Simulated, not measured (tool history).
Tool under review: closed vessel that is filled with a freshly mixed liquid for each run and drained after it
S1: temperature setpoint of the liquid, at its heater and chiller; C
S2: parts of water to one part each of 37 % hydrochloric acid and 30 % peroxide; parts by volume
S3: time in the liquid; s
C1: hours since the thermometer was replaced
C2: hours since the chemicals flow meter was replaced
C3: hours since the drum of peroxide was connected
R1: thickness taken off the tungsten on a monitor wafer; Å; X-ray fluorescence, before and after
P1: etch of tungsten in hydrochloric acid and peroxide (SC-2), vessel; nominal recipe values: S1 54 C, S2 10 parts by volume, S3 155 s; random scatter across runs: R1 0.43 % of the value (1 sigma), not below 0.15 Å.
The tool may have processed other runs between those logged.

run   hour  S1    S2   S3     C1     C2     C3      R1
  1    6.9  54    10  155  545.3  248.3  131.4   239.5
  2   12.2  54    10  155  550.6  253.6  136.7  236.82
  3   21.8  54  15.5  155  560.2  263.2  146.3  163.67
  4   28.9  54    10  155  567.3  270.3  153.4  237.83
  5   34.1  54    10  155  572.5  275.5  158.6  238.35
  6   43.1  54    10  155  581.5  284.5  167.6     238
  7   48.7  54    10  255  587.1  290.1  173.2  393.34
  8   53.8  54    10   30  592.2  295.2  178.3  46.482
  9   64.3  54   4.5  285  602.7  305.7  188.8  809.65
 10   73.5  54   4.5  155  611.9  314.9    198  441.66
      77.3  -- new drum of peroxide connected
 11   78.4  40    10  155  616.8  319.8    1.2  92.199
 12   85.7  64    10  155  624.1  327.1    8.5  447.08
 13   92.7  54    10  155  631.1  334.1   15.5  239.82
 14  101.9  54    10  155  640.3  343.3   24.7  238.55
 15  107.3  54    10  155  645.7  348.7   30.1  231.46
 16  114.2  54    10  155  652.6  355.6     37  226.38
 17  123.9  54    10  155  662.3  365.3   46.7  219.85
 18  129.5  54    10  155  667.9  370.9   52.3  218.61
     132.6  -- new drum of peroxide connected
 19  137.7  54    10  155  676.1  379.1    5.1  219.65
 20  145.3  54    10  155  683.7  386.7   12.7  215.96
 21  155.1  54    10  155  693.5  396.5   22.5  214.01
 22  163.6  54    10  155    702    405     31  215.33

The log shows P1 creeping away from where it was. Any of the 2 causes listed here, at the size stated for it, fits the log just as well as the others:
A: liquid colder than its thermometer reads (K) = 1.58
B: chemicals flow below the setpoint (%) = 11.5
Onset of the creep was near hour 101.9.
All other causes, with the reason each is excluded:
peroxide weaker than its label (%): work on it at hour 132.6, done after the drift set in, did not restore what the process gave before

You are offered 4 check runs, listed below with question marks in place of their results; each one averages 3 wafers. Which run separates the listed causes by giving clearly different results for each?
check 1  172.1    54  13.5  155               ?
check 2  172.1  45.5     5  155               ?
check 3  172.1    54    13  155               ?
check 4  172.1    54  14.5  230               ?

What each check would give under each cause:
  check  result    if A    if B
check 1      R1   166.4  165.75
check 2      R1  207.68  211.89
check 3      R1  171.94  171.36
check 4      R1  231.95  230.83
Gap, in per cent, between the two causes that each check separates least, read from the result that separates them most: check 1 0.39 %; check 2 2.01 %; check 3 0.34 %; check 4 0.48 %
Check 2 is the one run that separates the causes; every other check would come out nearly the same whichever cause is at work.

With check 2 done, the readings were: R1 211.91 Å. Identify which of the listed causes applies.

The correct cause is B, namely: chemicals flow below the setpoint (%).

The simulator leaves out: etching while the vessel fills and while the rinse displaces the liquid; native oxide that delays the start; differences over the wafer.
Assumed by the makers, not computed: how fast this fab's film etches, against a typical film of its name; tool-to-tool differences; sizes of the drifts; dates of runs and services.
